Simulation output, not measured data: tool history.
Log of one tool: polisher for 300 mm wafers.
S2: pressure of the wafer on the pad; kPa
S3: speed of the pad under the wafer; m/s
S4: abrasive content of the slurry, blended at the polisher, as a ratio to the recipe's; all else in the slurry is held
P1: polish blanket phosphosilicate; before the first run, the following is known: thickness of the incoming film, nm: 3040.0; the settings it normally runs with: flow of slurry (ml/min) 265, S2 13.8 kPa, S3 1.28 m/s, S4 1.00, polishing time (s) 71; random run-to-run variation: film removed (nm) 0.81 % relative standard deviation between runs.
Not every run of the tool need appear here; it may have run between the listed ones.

{"run": 1, "day": 0.238, "flow of slurry (ml/min)": 265, "S2": 13.8, "S3": 1.28, "S4": 1.0, "polishing time (s)": 71, "film removed (nm)": 500.6}
{"run": 2, "day": 0.483, "flow of slurry (ml/min)": 265, "S2": 13.8, "S3": 1.28, "S4": 1.0, "polishing time (s)": 71, "film removed (nm)": 503.12}
{"run": 3, "day": 0.7, "flow of slurry (ml/min)": 265, "S2": 13.8, "S3": 1.28, "S4": 0.55, "polishing time (s)": 71, "film removed (nm)": 367.69}
{"run": 4, "day": 1.004, "flow of slurry (ml/min)": 265, "S2": 6.2, "S3": 1.28, "S4": 1.0, "polishing time (s)": 71, "film removed (nm)": 226.02}
{"run": 5, "day": 1.2, "flow of slurry (ml/min)": 265, "S2": 13.8, "S3": 1.28, "S4": 1.35, "polishing time (s)": 71, "film removed (nm)": 567.55}
{"run": 6, "day": 1.55, "flow of slurry (ml/min)": 265, "S2": 13.8, "S3": 1.28, "S4": 1.45, "polishing time (s)": 41, "film removed (nm)": 336.97}
{"run": 7, "day": 1.838, "flow of slurry (ml/min)": 265, "S2": 13.8, "S3": 1.28, "S4": 1.0, "polishing time (s)": 71, "film removed (nm)": 498.98}
{"run": 8, "day": 2.188, "flow of slurry (ml/min)": 265, "S2": 13.8, "S3": 1.28, "S4": 1.0, "polishing time (s)": 71, "film removed (nm)": 501.15}
{"run": 9, "day": 2.4, "flow of slurry (ml/min)": 265, "S2": 13.8, "S3": 1.28, "S4": 1.0, "polishing time (s)": 33, "film removed (nm)": 229.55}
{"run": 10, "day": 2.562, "flow of slurry (ml/min)": 265, "S2": 22.1, "S3": 1.28, "S4": 1.0, "polishing time (s)": 71, "film removed (nm)": 803.52}
{"run": 11, "day": 2.8, "flow of slurry (ml/min)": 365, "S2": 13.8, "S3": 0.84, "S4": 1.0, "polishing time (s)": 71, "film removed (nm)": 365.59}
{"run": 12, "day": 2.983, "flow of slurry (ml/min)": 160, "S2": 13.8, "S3": 1.28, "S4": 1.0, "polishing time (s)": 71, "film removed (nm)": 468.42}
{"run": 13, "day": 3.2, "flow of slurry (ml/min)": 265, "S2": 13.8, "S3": 1.28, "S4": 1.0, "polishing time (s)": 112, "film removed (nm)": 796.19}
{"run": 14, "day": 3.492, "flow of slurry (ml/min)": 265, "S2": 13.8, "S3": 1.84, "S4": 1.0, "polishing time (s)": 71, "film removed (nm)": 667.19}
{"day": 3.612, "done": "slurry nozzle cleaned"}
{"run": 15, "day": 3.838, "flow of slurry (ml/min)": 415, "S2": 13.8, "S3": 1.28, "S4": 1.0, "polishing time (s)": 71, "film removed (nm)": 524.35}
{"run": 16, "day": 4.146, "flow of slurry (ml/min)": 265, "S2": 13.8, "S3": 0.7, "S4": 1.0, "polishing time (s)": 71, "film removed (nm)": 309.24}
{"run": 17, "day": 4.408, "flow of slurry (ml/min)": 265, "S2": 13.8, "S3": 1.28, "S4": 1.0, "polishing time (s)": 71, "film removed (nm)": 500.36}
{"run": 18, "day": 4.767, "flow of slurry (ml/min)": 265, "S2": 13.8, "S3": 1.28, "S4": 1.0, "polishing time (s)": 71, "film removed (nm)": 469.03}
{"day": 5.029, "done": "worn pad replaced by a new one"}
{"run": 19, "day": 5.058, "flow of slurry (ml/min)": 265, "S2": 13.8, "S3": 1.28, "S4": 1.0, "polishing time (s)": 71, "film removed (nm)": 452.41}
{"day": 5.112, "done": "slurry nozzle cleaned"}
{"run": 20, "day": 5.304, "flow of slurry (ml/min)": 265, "S2": 13.8, "S3": 1.28, "S4": 1.0, "polishing time (s)": 71, "film removed (nm)": 457.9}
{"day": 5.362, "done": "conditioning disc replaced and pad reconditioned"}
{"run": 21, "day": 5.475, "flow of slurry (ml/min)": 265, "S2": 13.8, "S3": 1.28, "S4": 1.0, "polishing time (s)": 71, "film removed (nm)": 445.73}
{"run": 22, "day": 5.8, "flow of slurry (ml/min)": 265, "S2": 13.8, "S3": 1.28, "S4": 1.0, "polishing time (s)": 71, "film removed (nm)": 444.92}

Forecast run 23:
{"run": 23, "day": 5.979, "flow of slurry (ml/min)": 265, "S2": 13.8, "S3": 1.28, "S4": 1.0, "polishing time (s)": 71, "film removed (nm)": "?"}

{"run 23": {"film removed (nm)": 444.47}}
